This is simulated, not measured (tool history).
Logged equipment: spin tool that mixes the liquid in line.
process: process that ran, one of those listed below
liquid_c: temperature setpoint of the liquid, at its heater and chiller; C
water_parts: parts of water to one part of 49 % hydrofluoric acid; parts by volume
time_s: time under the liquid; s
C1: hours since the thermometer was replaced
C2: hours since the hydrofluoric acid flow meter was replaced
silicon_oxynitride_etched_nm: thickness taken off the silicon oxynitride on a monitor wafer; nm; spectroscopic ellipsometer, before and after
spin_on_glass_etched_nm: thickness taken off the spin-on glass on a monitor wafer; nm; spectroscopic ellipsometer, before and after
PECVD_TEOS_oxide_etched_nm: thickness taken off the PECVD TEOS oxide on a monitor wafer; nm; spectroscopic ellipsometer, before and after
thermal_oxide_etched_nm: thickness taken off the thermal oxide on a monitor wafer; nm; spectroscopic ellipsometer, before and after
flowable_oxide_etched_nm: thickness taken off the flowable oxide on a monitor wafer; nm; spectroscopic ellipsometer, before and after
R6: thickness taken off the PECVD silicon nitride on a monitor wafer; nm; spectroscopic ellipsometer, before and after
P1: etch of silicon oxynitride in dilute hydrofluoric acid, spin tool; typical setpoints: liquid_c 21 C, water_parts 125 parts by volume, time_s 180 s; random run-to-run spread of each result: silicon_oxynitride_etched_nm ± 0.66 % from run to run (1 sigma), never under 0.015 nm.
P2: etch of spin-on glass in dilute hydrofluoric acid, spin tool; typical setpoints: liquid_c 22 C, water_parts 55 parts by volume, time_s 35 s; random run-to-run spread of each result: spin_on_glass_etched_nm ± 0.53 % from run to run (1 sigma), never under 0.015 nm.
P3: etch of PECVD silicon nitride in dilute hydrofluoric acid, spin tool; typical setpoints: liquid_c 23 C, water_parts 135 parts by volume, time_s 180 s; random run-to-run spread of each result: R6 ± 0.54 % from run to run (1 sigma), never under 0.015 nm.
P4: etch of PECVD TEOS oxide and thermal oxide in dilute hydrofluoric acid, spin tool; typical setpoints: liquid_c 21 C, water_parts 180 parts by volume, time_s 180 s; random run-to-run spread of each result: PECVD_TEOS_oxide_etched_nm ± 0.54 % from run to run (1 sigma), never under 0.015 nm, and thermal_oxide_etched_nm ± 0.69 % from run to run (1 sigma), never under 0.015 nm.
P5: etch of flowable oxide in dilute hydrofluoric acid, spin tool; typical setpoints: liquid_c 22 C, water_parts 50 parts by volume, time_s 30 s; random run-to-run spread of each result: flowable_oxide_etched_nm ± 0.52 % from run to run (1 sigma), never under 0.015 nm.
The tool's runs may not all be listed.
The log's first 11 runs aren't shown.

run 12 hour=156.4 | process=P3 liquid_c=23 water_parts=245 time_s=180 | C1=930.2 C2=409.1 | R6=2.7847
run 13 hour=171.2 | process=P1 liquid_c=21 water_parts=125 time_s=80 | C1=945.0 C2=423.9 | silicon_oxynitride_etched_nm=2.0372
run 14 hour=188.7 | process=P2 liquid_c=22 water_parts=55 time_s=50 | C1=962.5 C2=441.4 | spin_on_glass_etched_nm=40.920
run 15 hour=206.6 | process=P1 liquid_c=21 water_parts=125 time_s=320 | C1=980.4 C2=459.3 | silicon_oxynitride_etched_nm=8.1052
run 16 hour=221.4 | process=P4 liquid_c=21 water_parts=30 time_s=180 | C1=995.2 C2=474.1 | PECVD_TEOS_oxide_etched_nm=95.782 thermal_oxide_etched_nm=27.033
run 17 hour=230.8 | process=P1 liquid_c=21 water_parts=75 time_s=180 | C1=1004.6 C2=483.5 | silicon_oxynitride_etched_nm=7.8832
run 18 hour=246.7 | process=P1 liquid_c=21 water_parts=55 time_s=330 | C1=1020.5 C2=499.4 | silicon_oxynitride_etched_nm=19.5870
run 19 hour=264.4 | process=P3 liquid_c=23 water_parts=135 time_s=180 | C1=1038.2 C2=517.1 | R6=5.0316

Expected results for the next run?
run 20 hour=273.4 | process=P1 liquid_c=21 water_parts=125 time_s=180 | C1=1047.2 C2=526.1 | silicon_oxynitride_etched_nm=?

silicon_oxynitride_etched_nm: 4.5021 nm
